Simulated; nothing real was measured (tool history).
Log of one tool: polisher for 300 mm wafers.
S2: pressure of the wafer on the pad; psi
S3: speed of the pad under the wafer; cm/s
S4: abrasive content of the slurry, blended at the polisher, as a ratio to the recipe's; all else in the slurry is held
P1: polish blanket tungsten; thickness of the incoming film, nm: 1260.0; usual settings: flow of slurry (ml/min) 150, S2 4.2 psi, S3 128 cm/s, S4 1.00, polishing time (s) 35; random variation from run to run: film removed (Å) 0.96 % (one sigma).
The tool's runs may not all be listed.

{"run": 1, "hour": 16.5, "flow of slurry (ml/min)": 150, "S2": 4.2, "S3": 128, "S4": 1.0, "polishing time (s)": 35, "film removed (Å)": 2137.1}
{"run": 2, "hour": 26.4, "flow of slurry (ml/min)": 150, "S2": 2.0, "S3": 128, "S4": 1.0, "polishing time (s)": 35, "film removed (Å)": 1009.7}
{"run": 3, "hour": 42.6, "flow of slurry (ml/min)": 150, "S2": 4.2, "S3": 128, "S4": 1.0, "polishing time (s)": 54, "film removed (Å)": 3300.2}
{"run": 4, "hour": 54.5, "flow of slurry (ml/min)": 150, "S2": 4.2, "S3": 62, "S4": 1.0, "polishing time (s)": 35, "film removed (Å)": 1046.2}
{"hour": 62.2, "done": "slurry tank refilled with fresh slurry and peroxide"}
{"run": 5, "hour": 65.3, "flow of slurry (ml/min)": 150, "S2": 2.0, "S3": 128, "S4": 0.65, "polishing time (s)": 35, "film removed (Å)": 920.16}
{"run": 6, "hour": 81.7, "flow of slurry (ml/min)": 150, "S2": 6.7, "S3": 128, "S4": 1.0, "polishing time (s)": 35, "film removed (Å)": 3449.0}
{"run": 7, "hour": 96.3, "flow of slurry (ml/min)": 150, "S2": 4.2, "S3": 128, "S4": 1.0, "polishing time (s)": 18, "film removed (Å)": 1098.3}
{"run": 8, "hour": 110.7, "flow of slurry (ml/min)": 150, "S2": 4.2, "S3": 128, "S4": 1.0, "polishing time (s)": 35, "film removed (Å)": 2134.3}
{"run": 9, "hour": 124.9, "flow of slurry (ml/min)": 150, "S2": 4.2, "S3": 128, "S4": 1.35, "polishing time (s)": 35, "film removed (Å)": 2304.4}
{"hour": 137.7, "done": "slurry blender recalibrated"}
{"run": 10, "hour": 142.6, "flow of slurry (ml/min)": 150, "S2": 6.4, "S3": 128, "S4": 1.0, "polishing time (s)": 24, "film removed (Å)": 2239.2}
{"run": 11, "hour": 160.2, "flow of slurry (ml/min)": 150, "S2": 4.2, "S3": 128, "S4": 1.0, "polishing time (s)": 35, "film removed (Å)": 2138.3}
{"run": 12, "hour": 175.2, "flow of slurry (ml/min)": 150, "S2": 4.2, "S3": 128, "S4": 1.0, "polishing time (s)": 35, "film removed (Å)": 2139.6}
{"run": 13, "hour": 188.3, "flow of slurry (ml/min)": 90, "S2": 4.2, "S3": 128, "S4": 1.0, "polishing time (s)": 35, "film removed (Å)": 1946.9}
{"run": 14, "hour": 198.4, "flow of slurry (ml/min)": 220, "S2": 4.2, "S3": 128, "S4": 1.0, "polishing time (s)": 35, "film removed (Å)": 2281.1}
{"run": 15, "hour": 209.2, "flow of slurry (ml/min)": 150, "S2": 4.2, "S3": 128, "S4": 1.0, "polishing time (s)": 35, "film removed (Å)": 2137.4}
{"hour": 216.9, "done": "worn pad replaced by a new one"}
{"run": 16, "hour": 228.1, "flow of slurry (ml/min)": 150, "S2": 4.2, "S3": 192, "S4": 1.35, "polishing time (s)": 35, "film removed (Å)": 3381.3}
{"run": 17, "hour": 241.2, "flow of slurry (ml/min)": 150, "S2": 4.2, "S3": 174, "S4": 1.0, "polishing time (s)": 35, "film removed (Å)": 2859.2}
{"run": 18, "hour": 249.4, "flow of slurry (ml/min)": 150, "S2": 4.2, "S3": 128, "S4": 1.0, "polishing time (s)": 35, "film removed (Å)": 2130.9}
{"run": 19, "hour": 265.4, "flow of slurry (ml/min)": 150, "S2": 4.2, "S3": 128, "S4": 0.55, "polishing time (s)": 35, "film removed (Å)": 1910.1}
{"run": 20, "hour": 279.0, "flow of slurry (ml/min)": 150, "S2": 4.2, "S3": 128, "S4": 1.0, "polishing time (s)": 35, "film removed (Å)": 2172.4}
{"run": 21, "hour": 295.6, "flow of slurry (ml/min)": 150, "S2": 4.2, "S3": 128, "S4": 1.0, "polishing time (s)": 35, "film removed (Å)": 2050.6}
{"run": 22, "hour": 306.9, "flow of slurry (ml/min)": 150, "S2": 4.2, "S3": 128, "S4": 1.0, "polishing time (s)": 35, "film removed (Å)": 2010.5}
{"run": 23, "hour": 320.6, "flow of slurry (ml/min)": 150, "S2": 4.2, "S3": 128, "S4": 1.0, "polishing time (s)": 35, "film removed (Å)": 2009.3}
{"hour": 321.7, "done": "slurry tank refilled with fresh slurry and peroxide"}
{"run": 24, "hour": 329.9, "flow of slurry (ml/min)": 150, "S2": 4.2, "S3": 128, "S4": 1.0, "polishing time (s)": 35, "film removed (Å)": 2007.5}
{"hour": 336.9, "done": "worn pad replaced by a new one"}
{"hour": 339.0, "done": "slurry blender recalibrated"}
{"run": 25, "hour": 345.8, "flow of slurry (ml/min)": 150, "S2": 4.2, "S3": 128, "S4": 1.0, "polishing time (s)": 35, "film removed (Å)": 1986.2}
{"run": 26, "hour": 359.3, "flow of slurry (ml/min)": 150, "S2": 4.2, "S3": 128, "S4": 1.0, "polishing time (s)": 35, "film removed (Å)": 1965.7}
{"run": 27, "hour": 370.4, "flow of slurry (ml/min)": 150, "S2": 4.2, "S3": 128, "S4": 1.0, "polishing time (s)": 35, "film removed (Å)": 1949.5}
{"run": 28, "hour": 384.1, "flow of slurry (ml/min)": 150, "S2": 4.2, "S3": 128, "S4": 1.0, "polishing time (s)": 35, "film removed (Å)": 1959.9}

What P1 gives has crept away from where it was. These 2 causes fit the log equally well, each at the size given:
A: slurry flow missing at the pad, % = 35.2
B: head's pressure below its setpoint, % = 8.75
The creep began at about hour 279.0.
Why every other cause is out:
removal rate lost through wear of the pad, %: serviced at hour 336.9, which brought nothing back
abrasive missing from the slurry, %: serviced at hour 339.0, which brought nothing back
peroxide lost from the slurry, %: serviced at hour 321.7, which brought nothing back

4 check runs are offered, each on 3 wafers whose results are averaged, their results left as question marks. Which one tells the causes apart?
{"run": "check 1", "hour": 397.8, "flow of slurry (ml/min)": 150, "S2": 4.2, "S3": 64, "S4": 0.6, "polishing time (s)": 35, "film removed (Å)": "?"}
{"run": "check 2", "hour": 397.8, "flow of slurry (ml/min)": 150, "S2": 2.0, "S3": 128, "S4": 1.0, "polishing time (s)": 18, "film removed (Å)": "?"}
{"run": "check 3", "hour": 397.8, "flow of slurry (ml/min)": 95, "S2": 6.6, "S3": 128, "S4": 1.0, "polishing time (s)": 35, "film removed (Å)": "?"}
{"run": "check 4", "hour": 397.8, "flow of slurry (ml/min)": 150, "S2": 2.3, "S3": 128, "S4": 1.0, "polishing time (s)": 35, "film removed (Å)": "?"}

What each check would give under each cause:
check=check_1 result=film_removed_(Å) if_A=871.46 if_B=871.36
check=check_2 result=film_removed_(Å) if_A=480.18 if_B=480.12
check=check_3 result=film_removed_(Å) if_A=2672.80 if_B=2795.10
check=check_4 result=film_removed_(Å) if_A=1073.70 if_B=1073.60
How far apart the two closest causes lie, in the result that separates them most: check 1 0.01 %; check 2 0.01 %; check 3 4.47 %; check 4 0.01 %
Check 3 tells the causes apart: in the others they would give nearly the same result.

Check 3 was then run and gave: film removed (Å) 2777.00. Which cause is it?

It is B: head's pressure below its setpoint, %.
